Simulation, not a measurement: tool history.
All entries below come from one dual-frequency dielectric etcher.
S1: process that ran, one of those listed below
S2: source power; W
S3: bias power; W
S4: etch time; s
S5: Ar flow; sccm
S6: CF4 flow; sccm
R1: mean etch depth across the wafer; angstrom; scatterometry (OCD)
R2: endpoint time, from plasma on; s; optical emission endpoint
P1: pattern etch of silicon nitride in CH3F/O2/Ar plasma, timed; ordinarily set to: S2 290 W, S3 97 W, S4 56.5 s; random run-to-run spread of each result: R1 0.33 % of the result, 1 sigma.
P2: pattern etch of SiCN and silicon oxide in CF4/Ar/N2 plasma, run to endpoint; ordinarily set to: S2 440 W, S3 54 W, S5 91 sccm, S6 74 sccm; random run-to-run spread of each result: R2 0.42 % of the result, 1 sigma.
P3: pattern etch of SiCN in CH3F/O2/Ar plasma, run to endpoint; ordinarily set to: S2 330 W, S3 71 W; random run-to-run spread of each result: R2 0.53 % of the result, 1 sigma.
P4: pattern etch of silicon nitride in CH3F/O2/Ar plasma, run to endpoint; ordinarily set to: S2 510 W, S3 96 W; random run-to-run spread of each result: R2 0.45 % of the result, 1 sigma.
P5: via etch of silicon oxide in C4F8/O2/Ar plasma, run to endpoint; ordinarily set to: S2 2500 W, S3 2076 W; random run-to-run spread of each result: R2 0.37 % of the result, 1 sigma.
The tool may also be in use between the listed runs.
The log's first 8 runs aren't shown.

{"run": 9, "hour": 79.9, "S1": "P1", "S2": 290, "S3": 97, "S4": 73, "R1": 508.62}
{"run": 10, "hour": 87.2, "S1": "P1", "S2": 290, "S3": 97, "S4": 56.5, "R1": 395.37}
{"run": 11, "hour": 92.4, "S1": "P4", "S2": 510, "S3": 116, "R2": 30.464}
{"run": 12, "hour": 99.6, "S1": "P2", "S2": 440, "S3": 54, "S5": 91, "S6": 74, "R2": 15.976}
{"run": 13, "hour": 110.4, "S1": "P2", "S2": 440, "S3": 54, "S5": 61, "S6": 74, "R2": 14.932}
{"run": 14, "hour": 117.4, "S1": "P1", "S2": 350, "S3": 97, "S4": 56.5, "R1": 420.69}
{"run": 15, "hour": 122.7, "S1": "P3", "S2": 460, "S3": 71, "R2": 22.77}
{"run": 16, "hour": 127.7, "S1": "P4", "S2": 400, "S3": 96, "R2": 35.453}
{"run": 17, "hour": 138.5, "S1": "P5", "S2": 3240, "S3": 2076, "R2": 150.09}
{"run": 18, "hour": 145.5, "S1": "P1", "S2": 290, "S3": 97, "S4": 33, "R1": 230.28}
{"run": 19, "hour": 150.5, "S1": "P1", "S2": 180, "S3": 97, "S4": 82.5, "R1": 484.57}
{"run": 20, "hour": 157.0, "S1": "P1", "S2": 290, "S3": 97, "S4": 56.5, "R1": 392.52}
{"run": 21, "hour": 167.6, "S1": "P3", "S2": 330, "S3": 71, "R2": 25.95}
{"run": 22, "hour": 174.6, "S1": "P1", "S2": 290, "S3": 118, "S4": 56.5, "R1": 422.66}
{"run": 23, "hour": 181.5, "S1": "P1", "S2": 230, "S3": 97, "S4": 56.5, "R1": 361.04}

Run 24 comes next. What will it give?
{"run": 24, "hour": 188.4, "S1": "P1", "S2": 230, "S3": 97, "S4": 43, "R1": "?"}

{"run 24": {"R1": 275.58}}

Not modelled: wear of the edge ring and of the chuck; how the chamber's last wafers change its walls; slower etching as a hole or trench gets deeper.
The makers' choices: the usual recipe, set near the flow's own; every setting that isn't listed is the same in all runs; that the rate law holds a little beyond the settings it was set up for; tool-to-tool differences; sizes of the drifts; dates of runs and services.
